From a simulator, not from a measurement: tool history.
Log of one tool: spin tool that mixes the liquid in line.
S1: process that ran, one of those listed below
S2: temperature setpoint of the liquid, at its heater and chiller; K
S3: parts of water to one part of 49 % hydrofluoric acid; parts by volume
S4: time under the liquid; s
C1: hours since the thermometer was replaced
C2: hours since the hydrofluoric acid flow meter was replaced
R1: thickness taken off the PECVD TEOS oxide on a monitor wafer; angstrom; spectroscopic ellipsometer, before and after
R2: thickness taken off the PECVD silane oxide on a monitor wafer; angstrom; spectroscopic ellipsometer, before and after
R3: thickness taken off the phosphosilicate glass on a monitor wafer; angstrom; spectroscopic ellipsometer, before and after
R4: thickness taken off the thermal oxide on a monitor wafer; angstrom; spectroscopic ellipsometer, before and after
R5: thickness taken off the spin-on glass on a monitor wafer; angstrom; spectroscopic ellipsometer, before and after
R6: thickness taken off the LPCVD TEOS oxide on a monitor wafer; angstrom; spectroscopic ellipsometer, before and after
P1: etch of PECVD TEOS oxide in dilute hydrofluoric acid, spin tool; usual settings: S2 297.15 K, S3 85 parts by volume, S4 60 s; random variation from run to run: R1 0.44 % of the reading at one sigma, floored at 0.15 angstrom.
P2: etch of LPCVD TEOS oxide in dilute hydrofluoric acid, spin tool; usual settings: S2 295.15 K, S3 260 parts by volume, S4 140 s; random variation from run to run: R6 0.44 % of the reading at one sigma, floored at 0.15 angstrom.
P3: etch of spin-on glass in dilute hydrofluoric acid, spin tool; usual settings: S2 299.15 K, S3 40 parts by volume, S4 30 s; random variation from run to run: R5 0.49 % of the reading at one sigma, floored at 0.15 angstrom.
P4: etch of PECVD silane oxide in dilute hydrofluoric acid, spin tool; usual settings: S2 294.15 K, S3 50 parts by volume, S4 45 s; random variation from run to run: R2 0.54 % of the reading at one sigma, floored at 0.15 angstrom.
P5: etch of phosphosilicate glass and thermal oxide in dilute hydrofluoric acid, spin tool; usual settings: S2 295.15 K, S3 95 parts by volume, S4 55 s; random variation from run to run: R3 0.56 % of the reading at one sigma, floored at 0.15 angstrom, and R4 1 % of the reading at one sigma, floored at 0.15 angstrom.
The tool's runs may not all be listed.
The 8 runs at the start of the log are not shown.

run 9 hour=63.4 | S1=P5 S2=290.15 S3=95 S4=55 | C1=236.6 C2=510.9 | R3=259.1 R4=20.657
run 10 hour=68.5 | S1=P5 S2=295.15 S3=95 S4=15 | C1=241.7 C2=516 | R3=86.933 R4=6.6673
run 11 hour=73.9 | S1=P3 S2=299.15 S3=70 S4=30 | C1=247.1 C2=521.4 | R5=215.76
run 12 hour=80.2 | S1=P1 S2=297.15 S3=145 S4=60 | C1=253.4 C2=527.7 | R1=58.933
run 13 hour=88.8 | S1=P1 S2=290.15 S3=85 S4=105 | C1=262 C2=536.3 | R1=141.57
run 14 hour=93.7 | S1=P1 S2=300.65 S3=25 S4=60 | C1=266.9 C2=541.2 | R1=462.14
run 15 hour=102.2 | S1=P2 S2=295.15 S3=260 S4=140 | C1=275.4 C2=549.7 | R6=227.03
run 16 hour=108 | S1=P3 S2=299.15 S3=40 S4=30 | C1=281.2 C2=555.5 | R5=395.43
run 17 hour=115.5 | S1=P2 S2=295.15 S3=260 S4=265 | C1=288.7 C2=563 | R6=429.45
run 18 hour=120.9 | S1=P3 S2=299.15 S3=40 S4=55 | C1=294.1 C2=568.4 | R5=724.98
run 19 hour=130 | S1=P4 S2=294.15 S3=50 S4=45 | C1=303.2 C2=577.5 | R2=335.97
run 20 hour=139.2 | S1=P1 S2=301.15 S3=85 S4=60 | C1=312.4 C2=586.7 | R1=126.93
run 21 hour=147.8 | S1=P1 S2=291.15 S3=25 S4=60 | C1=321 C2=595.3 | R1=306.95
run 22 hour=153.6 | S1=P3 S2=293.15 S3=40 S4=30 | C1=326.8 C2=601.1 | R5=310.63
run 23 hour=159.2 | S1=P1 S2=290.15 S3=85 S4=60 | C1=332.4 C2=606.7 | R1=80.705
run 24 hour=165.1 | S1=P4 S2=290.15 S3=50 S4=45 | C1=338.3 C2=612.6 | R2=284.09
run 25 hour=174.2 | S1=P5 S2=295.15 S3=135 S4=55 | C1=347.4 C2=621.7 | R3=212.7 R4=17.052
run 26 hour=180.6 | S1=P1 S2=297.15 S3=85 S4=60 | C1=353.8 C2=628.1 | R1=108.49

Predict the results of run 27:
run 27 hour=188.5 | S1=P2 S2=295.15 S3=470 S4=140 | C1=361.7 C2=636 | R6=?

R6: 104.49 angstrom
